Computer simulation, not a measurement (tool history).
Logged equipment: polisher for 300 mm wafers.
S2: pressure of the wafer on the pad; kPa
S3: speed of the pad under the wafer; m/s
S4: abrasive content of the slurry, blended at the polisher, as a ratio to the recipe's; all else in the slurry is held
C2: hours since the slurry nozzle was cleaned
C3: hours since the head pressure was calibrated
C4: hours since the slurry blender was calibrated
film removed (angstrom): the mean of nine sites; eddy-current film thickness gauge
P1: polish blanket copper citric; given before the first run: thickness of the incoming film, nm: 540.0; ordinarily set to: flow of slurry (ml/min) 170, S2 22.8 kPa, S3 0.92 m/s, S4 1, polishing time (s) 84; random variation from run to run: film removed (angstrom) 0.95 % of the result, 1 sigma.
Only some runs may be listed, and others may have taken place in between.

Run 1, hour 12.2: flow of slurry (ml/min) 170, S2 22.8 kPa, S3 0.92 m/s, S4 1, polishing time (s) 84; wafers polished on this pad 897; C2 360; C3 164.1; C4 268.2. Result: film removed (angstrom) 1962.5.
Run 2, hour 21.6: flow of slurry (ml/min) 170, S2 22.8 kPa, S3 0.92 m/s, S4 1, polishing time (s) 108; wafers polished on this pad 976; C2 369.4; C3 173.5; C4 277.6. Result: film removed (angstrom) 2505.3.
Run 3, hour 29: flow of slurry (ml/min) 170, S2 22.8 kPa, S3 1.44 m/s, S4 1, polishing time (s) 84; wafers polished on this pad 1039; C2 376.8; C3 180.9; C4 285. Result: film removed (angstrom) 3022.1.
Run 4, hour 42.6: flow of slurry (ml/min) 170, S2 22.8 kPa, S3 0.92 m/s, S4 1, polishing time (s) 84; wafers polished on this pad 1154; C2 390.4; C3 194.5; C4 298.6. Result: film removed (angstrom) 1928.9.
Run 5, hour 53.6: flow of slurry (ml/min) 170, S2 22.8 kPa, S3 0.92 m/s, S4 1, polishing time (s) 84; wafers polished on this pad 1247; C2 401.4; C3 205.5; C4 309.6. Result: film removed (angstrom) 1944.9.
Run 6, hour 67.7: flow of slurry (ml/min) 170, S2 22.8 kPa, S3 0.92 m/s, S4 1.45, polishing time (s) 84; wafers polished on this pad 1366; C2 415.5; C3 219.6; C4 323.7. Result: film removed (angstrom) 2110.1.
Run 7, hour 74.7: flow of slurry (ml/min) 100, S2 22.8 kPa, S3 0.92 m/s, S4 1, polishing time (s) 107; wafers polished on this pad 1426; C2 422.5; C3 226.6; C4 330.7. Result: film removed (angstrom) 2243.7.
Run 8, hour 89.7: flow of slurry (ml/min) 170, S2 22.8 kPa, S3 0.92 m/s, S4 1, polishing time (s) 84; wafers polished on this pad 1553; C2 437.5; C3 241.6; C4 345.7. Result: film removed (angstrom) 1987.1.
Run 9, hour 96.7: flow of slurry (ml/min) 170, S2 11 kPa, S3 0.92 m/s, S4 1, polishing time (s) 84; wafers polished on this pad 1612; C2 444.5; C3 248.6; C4 352.7. Result: film removed (angstrom) 982.69.
Run 10, hour 108.8: flow of slurry (ml/min) 240, S2 22.8 kPa, S3 0.92 m/s, S4 1, polishing time (s) 43; wafers polished on this pad 1714; C2 456.6; C3 260.7; C4 364.8. Result: film removed (angstrom) 1049.6.
Run 11, hour 117.6: flow of slurry (ml/min) 170, S2 22.8 kPa, S3 0.92 m/s, S4 1, polishing time (s) 38; wafers polished on this pad 1789; C2 465.4; C3 269.5; C4 373.6. Result: film removed (angstrom) 867.9.
Run 12, hour 127.6: flow of slurry (ml/min) 170, S2 22.8 kPa, S3 0.92 m/s, S4 0.6, polishing time (s) 84; wafers polished on this pad 1873; C2 475.4; C3 279.5; C4 383.6. Result: film removed (angstrom) 1739.7.
Run 13, hour 141.1: flow of slurry (ml/min) 170, S2 35.2 kPa, S3 0.92 m/s, S4 1, polishing time (s) 84; wafers polished on this pad 1988; C2 488.9; C3 293; C4 397.1. Result: film removed (angstrom) 2983.7.
Run 14, hour 154.7: flow of slurry (ml/min) 170, S2 22.8 kPa, S3 0.52 m/s, S4 1, polishing time (s) 84; wafers polished on this pad 2103; C2 502.5; C3 306.6; C4 410.7. Result: film removed (angstrom) 1121.7.
Run 15, hour 169.7: flow of slurry (ml/min) 170, S2 22.8 kPa, S3 0.92 m/s, S4 1, polishing time (s) 84; wafers polished on this pad 2230; C2 517.5; C3 321.6; C4 425.7. Result: film removed (angstrom) 1983.3.
Run 16, hour 178: flow of slurry (ml/min) 240, S2 22.8 kPa, S3 0.92 m/s, S4 1, polishing time (s) 84; wafers polished on this pad 2300; C2 525.8; C3 329.9; C4 434. Result: film removed (angstrom) 2040.6.
Run 17, hour 185.3: flow of slurry (ml/min) 100, S2 22.8 kPa, S3 0.92 m/s, S4 1, polishing time (s) 84; wafers polished on this pad 2362; C2 533.1; C3 337.2; C4 441.3. Result: film removed (angstrom) 1756.3.
Run 18, hour 199.3: flow of slurry (ml/min) 170, S2 22.8 kPa, S3 0.92 m/s, S4 1, polishing time (s) 84; wafers polished on this pad 2480; C2 547.1; C3 351.2; C4 455.3. Result: film removed (angstrom) 1955.3.
Run 19, hour 211.2: flow of slurry (ml/min) 170, S2 22.8 kPa, S3 0.92 m/s, S4 1, polishing time (s) 84; wafers polished on this pad 2581; C2 559; C3 363.1; C4 467.2. Result: film removed (angstrom) 1945.8.
Run 20, hour 222: flow of slurry (ml/min) 170, S2 22.8 kPa, S3 0.92 m/s, S4 1, polishing time (s) 84; wafers polished on this pad 2672; C2 569.8; C3 373.9; C4 478. Result: film removed (angstrom) 1902.1.
Run 21, hour 233.6: flow of slurry (ml/min) 170, S2 22.8 kPa, S3 0.92 m/s, S4 1, polishing time (s) 84; wafers polished on this pad 2771; C2 581.4; C3 385.5; C4 489.6. Result: film removed (angstrom) 1903.7.
Run 22, hour 246.6: flow of slurry (ml/min) 170, S2 22.8 kPa, S3 0.92 m/s, S4 1, polishing time (s) 84; wafers polished on this pad 2881; C2 594.4; C3 398.5; C4 502.6. Result: film removed (angstrom) 1836.3.
Run 23, hour 261.1: flow of slurry (ml/min) 170, S2 22.8 kPa, S3 0.92 m/s, S4 1, polishing time (s) 84; wafers polished on this pad 3003; C2 608.9; C3 413; C4 517.1. Result: film removed (angstrom) 1846.8.
At hour 265.2: head pressure recalibrated.
Run 24, hour 275.7: flow of slurry (ml/min) 170, S2 22.8 kPa, S3 0.92 m/s, S4 1, polishing time (s) 84; wafers polished on this pad 3127; C2 623.5; C3 10.6; C4 531.7. Result: film removed (angstrom) 1832.3.
Run 25, hour 285.8: flow of slurry (ml/min) 170, S2 22.8 kPa, S3 0.92 m/s, S4 1, polishing time (s) 84; wafers polished on this pad 3212; C2 633.6; C3 20.7; C4 541.8. Result: film removed (angstrom) 1843.2.
At hour 286.6: worn pad replaced by a new one.
Run 26, hour 300.1: flow of slurry (ml/min) 170, S2 22.8 kPa, S3 0.92 m/s, S4 1, polishing time (s) 84; wafers polished on this pad 114; C2 647.9; C3 35; C4 556.1. Result: film removed (angstrom) 1831.6.
Run 27, hour 315.2: flow of slurry (ml/min) 170, S2 22.8 kPa, S3 0.92 m/s, S4 1, polishing time (s) 84; wafers polished on this pad 242; C2 663; C3 50.1; C4 571.2. Result: film removed (angstrom) 1850.5.

The log shows P1 creeping away from where it was. Any of the 2 causes listed here, at the size stated for it, fits the log just as well as the others:
A: abrasive missing from the slurry, % = 27.7
B: slurry flow missing at the pad, % = 31
The creep began at about hour 211.2.
All other causes, with the reason each is excluded:
removal rate lost through wear of the pad, %: was serviced at hour 286.6, once the creep was under way, yet the earlier output never came back
head's pressure below its setpoint, %: was serviced at hour 265.2, once the creep was under way, yet the earlier output never came back

Each of the check runs listed below is run on 3 wafers and reports their average, with the results left as question marks. Pick the one under which the possible causes would lead to clearly different results.
Run check 1, hour 330.3: flow of slurry (ml/min) 170, S2 22.8 kPa, S3 1.42 m/s, S4 0.7, polishing time (s) 84. Result: film removed (angstrom) ?.
Run check 2, hour 330.3: flow of slurry (ml/min) 170, S2 22.8 kPa, S3 0.54 m/s, S4 1.45, polishing time (s) 84. Result: film removed (angstrom) ?.
Run check 3, hour 330.3: flow of slurry (ml/min) 170, S2 34.5 kPa, S3 0.92 m/s, S4 1, polishing time (s) 84. Result: film removed (angstrom) ?.
Run check 4, hour 330.3: flow of slurry (ml/min) 100, S2 22.8 kPa, S3 1.22 m/s, S4 1, polishing time (s) 84. Result: film removed (angstrom) ?.

Outcome of each check run for each possible cause:
  check                   result    if A    if B
check 1  film removed (angstrom)  2609.9  2601.7
check 2  film removed (angstrom)  1182.3  1185.9
check 3  film removed (angstrom)  2753.3  2753.1
check 4  film removed (angstrom)  2173.6  2085.9
How far apart the two closest causes lie, in the result that separates them most: check 1 0.31 %; check 2 0.3 %; check 3 0.01 %; check 4 4.12 %
The other checks would show nearly matching results whichever cause is true, so check 4 is the only one that separates the causes.

The results of check 4 are: film removed (angstrom) 2086.3. Based on these, which of the listed causes is it?

It was cause B: slurry flow missing at the pad, %.

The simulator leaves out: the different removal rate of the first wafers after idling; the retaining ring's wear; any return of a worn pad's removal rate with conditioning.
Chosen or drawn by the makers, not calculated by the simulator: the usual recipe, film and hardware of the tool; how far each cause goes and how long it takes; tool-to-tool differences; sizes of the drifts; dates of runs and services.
